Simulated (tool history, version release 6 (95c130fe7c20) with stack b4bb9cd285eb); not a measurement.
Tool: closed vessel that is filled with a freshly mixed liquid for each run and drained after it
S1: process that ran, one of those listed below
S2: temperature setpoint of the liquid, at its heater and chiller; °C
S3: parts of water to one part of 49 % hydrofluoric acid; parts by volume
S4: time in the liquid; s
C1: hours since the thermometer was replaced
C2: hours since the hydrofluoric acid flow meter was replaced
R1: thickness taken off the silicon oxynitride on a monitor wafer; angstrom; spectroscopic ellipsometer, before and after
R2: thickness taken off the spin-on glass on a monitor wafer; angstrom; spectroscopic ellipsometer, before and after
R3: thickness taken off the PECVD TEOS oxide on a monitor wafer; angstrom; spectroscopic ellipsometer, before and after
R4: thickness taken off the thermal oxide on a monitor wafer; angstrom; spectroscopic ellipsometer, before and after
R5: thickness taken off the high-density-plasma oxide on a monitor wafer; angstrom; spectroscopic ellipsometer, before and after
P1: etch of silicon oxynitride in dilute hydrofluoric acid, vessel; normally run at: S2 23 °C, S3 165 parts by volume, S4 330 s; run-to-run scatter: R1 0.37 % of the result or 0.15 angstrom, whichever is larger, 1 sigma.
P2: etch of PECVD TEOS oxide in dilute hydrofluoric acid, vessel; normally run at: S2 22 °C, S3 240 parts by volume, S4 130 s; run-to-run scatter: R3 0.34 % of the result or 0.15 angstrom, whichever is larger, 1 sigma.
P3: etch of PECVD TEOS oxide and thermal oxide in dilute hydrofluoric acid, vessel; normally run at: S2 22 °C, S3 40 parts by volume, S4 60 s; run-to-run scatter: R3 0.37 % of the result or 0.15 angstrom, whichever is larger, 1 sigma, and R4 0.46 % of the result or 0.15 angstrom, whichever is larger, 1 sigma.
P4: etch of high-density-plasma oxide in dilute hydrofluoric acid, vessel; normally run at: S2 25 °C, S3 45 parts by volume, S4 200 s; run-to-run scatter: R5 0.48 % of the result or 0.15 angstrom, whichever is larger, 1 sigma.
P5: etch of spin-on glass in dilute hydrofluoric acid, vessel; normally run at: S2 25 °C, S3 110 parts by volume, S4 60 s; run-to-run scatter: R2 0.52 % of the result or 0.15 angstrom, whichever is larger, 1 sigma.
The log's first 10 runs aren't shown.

run,day,S1,S2,S3,S4,C1,C2,R1,R2,R3,R4,R5
11,5.712,P1,23,165,330,822.8,1375.3,58.071,,,,
12,6.208,P3,28,40,60,834.7,1387.2,,,251.110,91.111,
13,6.788,P2,17,240,130,848.6,1401.1,,,103.720,,
14,7.108,P4,25,75,200,856.3,1408.8,,,,,207.30
15,7.817,P3,22,70,60,873.3,1425.8,,,108.330,38.751,
16,8.171,P2,22,405,130,881.8,1434.3,,,64.411,,
17,8.742,P2,22,240,45,895.5,1448.0,,,43.633,,
18,9.058,P4,25,45,310,903.1,1455.6,,,,,559.82
19,9.654,P4,17,45,200,917.4,1469.9,,,,,255.30
20,10.167,P3,22,40,60,929.7,1482.2,,,194.670,71.128,
21,10.704,P5,25,110,60,942.6,1495.1,,209.30,,,
22,11.279,P2,22,240,130,956.4,1508.9,,,126.510,,
23,12.012,P4,25,45,200,974.0,1526.5,,,,,359.89
24,12.696,P1,23,165,60,990.4,1542.9,10.429,,,,
25,13.196,P1,23,50,550,1002.4,1554.9,349.970,,,,
26,13.771,P1,28,165,330,1016.2,1568.7,73.129,,,,
27,14.108,P5,25,110,30,1024.3,1576.8,,104.85,,,
28,14.733,P4,25,45,200,1039.3,1591.8,,,,,356.83

The next listed run, before its measurement:
29,15.175,P3,22,40,60,1049.9,1602.4,,,?,?,

Run 29 gave R3 196.130 angstrom, R4 71.100 angstrom.
